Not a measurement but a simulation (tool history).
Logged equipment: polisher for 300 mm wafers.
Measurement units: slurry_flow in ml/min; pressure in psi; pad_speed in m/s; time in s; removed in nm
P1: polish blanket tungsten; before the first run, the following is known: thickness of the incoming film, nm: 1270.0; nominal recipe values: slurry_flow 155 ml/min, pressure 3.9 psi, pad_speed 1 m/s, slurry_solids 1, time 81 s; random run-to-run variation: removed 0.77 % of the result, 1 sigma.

| run | hour | slurry_flow | pressure | pad_speed | slurry_solids | time | wafers polished on this pad | hours since the slurry nozzle was cleaned | hours since the head pressure was calibrated | hours since the slurry blender was calibrated | hours since the slurry got fresh peroxide | removed |
|---|---|---|---|---|---|---|---|---|---|---|---|---|
| 1 | 11.7 | 155 | 3.9 | 1 | 1 | 81 | 911 | 407.4 | 221.6 | 206.3 | 62.9 | 352.45 |
| 2 | 20.1 | 155 | 3.9 | 1 | 1.25 | 81 | 1025 | 415.8 | 230 | 214.7 | 71.3 | 367.54 |
| 3 | 30.6 | 155 | 3.9 | 1 | 0.5 | 81 | 1166 | 426.3 | 240.5 | 225.2 | 81.8 | 305.22 |
| 4 | 42.5 | 155 | 3.9 | 1 | 1 | 81 | 1327 | 438.2 | 252.4 | 237.1 | 93.7 | 353.71 |
| 5 | 48.8 | 155 | 3.9 | 1 | 1 | 49 | 1412 | 444.5 | 258.7 | 243.4 | 100 | 213.55 |
| 6 | 61 | 155 | 3.9 | 1 | 1 | 81 | 1577 | 456.7 | 270.9 | 255.6 | 112.2 | 353.97 |
| 7 | 72.1 | 95 | 3.9 | 1 | 1 | 81 | 1726 | 467.8 | 282 | 266.7 | 123.3 | 317.91 |
| 8 | 79 | 155 | 3.9 | 1 | 1 | 109 | 1819 | 474.7 | 288.9 | 273.6 | 130.2 | 479.48 |
| 9 | 88.1 | 155 | 2.5 | 1 | 1 | 81 | 1942 | 483.8 | 298 | 282.7 | 139.3 | 226.32 |
| 10 | 100.6 | 155 | 5.9 | 1 | 1 | 81 | 2111 | 496.3 | 310.5 | 295.2 | 151.8 | 538.42 |
| 11 | 108.4 | 155 | 3.9 | 0.6 | 1 | 112 | 2216 | 504.1 | 318.3 | 303 | 159.6 | 290.52 |
| 12 | 119.6 | 155 | 3.9 | 1 | 1 | 81 | 2367 | 515.3 | 329.5 | 314.2 | 170.8 | 350.91 |
| 13 | 128.1 | 155 | 3.9 | 0.74 | 1 | 81 | 2482 | 523.8 | 338 | 322.7 | 179.3 | 262.53 |
|  | 131.1 | slurry tank refilled with fresh slurry and peroxide |
| 14 | 139.8 | 155 | 3.9 | 1.52 | 1 | 81 | 2640 | 535.5 | 349.7 | 334.4 | 8.7 | 537.64 |
| 15 | 149.6 | 235 | 3.9 | 1 | 1 | 81 | 2772 | 545.3 | 359.5 | 344.2 | 18.5 | 377.91 |
| 16 | 157 | 155 | 2.6 | 1 | 0.7 | 81 | 2872 | 552.7 | 366.9 | 351.6 | 25.9 | 217.09 |
| 17 | 162.7 | 200 | 3.9 | 1 | 1.45 | 81 | 2949 | 558.4 | 372.6 | 357.3 | 31.6 | 400.12 |
| 18 | 173 | 155 | 3.9 | 1 | 1 | 81 | 3088 | 568.7 | 382.9 | 367.6 | 41.9 | 355.56 |
| 19 | 182.2 | 155 | 3.9 | 1 | 1 | 81 | 3212 | 577.9 | 392.1 | 376.8 | 51.1 | 353.98 |
| 20 | 188.4 | 155 | 3.9 | 1 | 1 | 81 | 3295 | 584.1 | 398.3 | 383 | 57.3 | 350.07 |
| 21 | 196 | 155 | 3.9 | 1 | 1 | 81 | 3398 | 591.7 | 405.9 | 390.6 | 64.9 | 335.26 |
| 22 | 203.8 | 155 | 3.9 | 1 | 1 | 81 | 3503 | 599.5 | 413.7 | 398.4 | 72.7 | 331.61 |
|  | 207.5 | slurry blender recalibrated |
| 23 | 212.5 | 155 | 3.9 | 1 | 1 | 81 | 3621 | 608.2 | 422.4 | 5 | 81.4 | 327.55 |
|  | 220.2 | head pressure recalibrated |
| 24 | 224.3 | 155 | 3.9 | 1 | 1 | 81 | 3780 | 620 | 4.2 | 16.8 | 93.2 | 322.35 |
|  | 233.3 | worn pad replaced by a new one |
| 25 | 235 | 155 | 3.9 | 1 | 1 | 81 | 23 | 630.7 | 14.9 | 27.5 | 103.9 | 320.81 |
| 26 | 241.8 | 155 | 3.9 | 1 | 1 | 81 | 115 | 637.5 | 21.7 | 34.3 | 110.7 | 317.9 |
| 27 | 253.4 | 155 | 3.9 | 1 | 1 | 81 | 271 | 649.1 | 33.3 | 45.9 | 122.3 | 317.34 |

Something has made what P1 gives creep away from where it was; the 2 causes below, each at its own stated size, fit the log equally well:
A: peroxide lost from the slurry, % = 23.7
B: slurry flow missing at the pad, % = 39.3
The drift started at roughly hour 182.2.
Every other cause this tool's parts could produce, and why it does not fit the log:
removal rate lost through wear of the pad, %: was serviced at hour 233.3, once the creep was under way, yet the earlier output never came back
head's pressure below its setpoint, %: was serviced at hour 220.2, once the creep was under way, yet the earlier output never came back
abrasive missing from the slurry, %: was serviced at hour 207.5, once the creep was under way, yet the earlier output never came back

You are offered 4 check runs, listed below with question marks in place of their results; each one averages 5 wafers. Which run separates the listed causes by giving clearly different results for each?
| check 1 | 265 | 155 | 3.9 | 1 | 1.2 | 54 |  |  |  |  |  | ? |
| check 2 | 265 | 215 | 5.1 | 1 | 1 | 81 |  |  |  |  |  | ? |
| check 3 | 265 | 155 | 5.4 | 1.4 | 1 | 81 |  |  |  |  |  | ? |
| check 4 | 265 | 155 | 5.8 | 1 | 1 | 57 |  |  |  |  |  | ? |

What each check would give under each cause:
| check | result | if A | if B |
|---|---|---|---|
| check 1 | removed | 221.38 | 221.33 |
| check 2 | removed | 435.98 | 448.07 |
| check 3 | removed | 616.3 | 616.18 |
| check 4 | removed | 332.73 | 332.66 |
How far apart the two closest causes lie, in the result that separates them most: check 1 0.02 %; check 2 2.73 %; check 3 0.02 %; check 4 0.02 %
Check 2 is the one run that separates the causes; every other check would come out nearly the same whichever cause is at work.

Check 2 was carried out, with these results: removed 448.63 nm. Which of the listed causes is responsible?

The cause is B: slurry flow missing at the pad, %.
